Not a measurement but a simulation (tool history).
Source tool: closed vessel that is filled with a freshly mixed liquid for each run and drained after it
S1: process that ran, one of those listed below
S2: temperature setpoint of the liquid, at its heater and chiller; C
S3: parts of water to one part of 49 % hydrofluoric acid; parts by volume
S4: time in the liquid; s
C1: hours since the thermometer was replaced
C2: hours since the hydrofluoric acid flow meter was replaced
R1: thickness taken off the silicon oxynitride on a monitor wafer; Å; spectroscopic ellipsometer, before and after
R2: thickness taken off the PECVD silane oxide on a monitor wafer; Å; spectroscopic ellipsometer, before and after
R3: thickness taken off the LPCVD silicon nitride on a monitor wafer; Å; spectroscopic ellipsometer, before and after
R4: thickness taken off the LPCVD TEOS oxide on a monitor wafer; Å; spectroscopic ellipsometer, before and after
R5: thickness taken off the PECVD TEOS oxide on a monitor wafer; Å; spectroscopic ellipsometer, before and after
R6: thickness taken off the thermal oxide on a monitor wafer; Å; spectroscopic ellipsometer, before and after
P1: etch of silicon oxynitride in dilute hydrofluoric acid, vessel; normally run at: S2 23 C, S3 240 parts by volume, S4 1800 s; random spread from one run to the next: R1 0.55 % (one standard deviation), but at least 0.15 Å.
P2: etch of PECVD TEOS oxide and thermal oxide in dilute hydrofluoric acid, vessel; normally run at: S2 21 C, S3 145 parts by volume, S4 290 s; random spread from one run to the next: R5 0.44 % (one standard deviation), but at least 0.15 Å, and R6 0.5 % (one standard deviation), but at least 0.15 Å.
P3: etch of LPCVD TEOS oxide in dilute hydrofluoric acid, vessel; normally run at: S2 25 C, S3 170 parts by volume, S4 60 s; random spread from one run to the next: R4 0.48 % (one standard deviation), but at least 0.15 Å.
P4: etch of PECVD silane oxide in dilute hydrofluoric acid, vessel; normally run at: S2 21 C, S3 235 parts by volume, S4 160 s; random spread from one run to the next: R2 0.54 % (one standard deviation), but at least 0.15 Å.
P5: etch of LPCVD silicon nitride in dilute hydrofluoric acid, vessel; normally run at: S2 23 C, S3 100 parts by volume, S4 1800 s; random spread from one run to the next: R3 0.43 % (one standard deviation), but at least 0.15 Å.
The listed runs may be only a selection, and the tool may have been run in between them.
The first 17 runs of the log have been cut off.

run,hour,S1,S2,S3,S4,C1,C2,R1,R2,R3,R4,R5,R6
18,142.7,P4,21,235,160,893.8,656.5,,139.6,,,,
19,151.6,P2,21,145,475,902.7,665.4,,,,,420.18,142.45
20,157.8,P1,23,240,1800,908.9,671.6,93.291,,,,,
21,168.8,P1,23,240,560,919.9,682.6,28.763,,,,,
22,175.8,P2,17,145,290,926.9,689.6,,,,,218.26,74.303
23,184.7,P5,23,100,1800,935.8,698.5,,,106.89,,,
24,193.7,P5,23,100,1800,944.8,707.5,,,107.19,,,
25,204.7,P2,21,145,290,955.8,718.5,,,,,253.98,86.728
26,209.8,P1,23,240,1800,960.9,723.6,93.263,,,,,
27,215.2,P1,17,85,1800,966.3,729,222.84,,,,,
28,224.8,P4,21,235,315,975.9,738.6,,275.16,,,,
29,231.7,P2,21,70,290,982.8,745.5,,,,,577.26,195.27
30,237.7,P4,21,115,160,988.8,751.5,,322.04,,,,
31,245.3,P1,23,240,3100,996.4,759.1,161.51,,,,,
32,250.9,P1,30,240,1800,1002,764.7,125.49,,,,,

For run 33, what comes out?
33,258.1,P1,23,240,1800,1009.2,771.9,?,,,,,

R1: 93.422 Å

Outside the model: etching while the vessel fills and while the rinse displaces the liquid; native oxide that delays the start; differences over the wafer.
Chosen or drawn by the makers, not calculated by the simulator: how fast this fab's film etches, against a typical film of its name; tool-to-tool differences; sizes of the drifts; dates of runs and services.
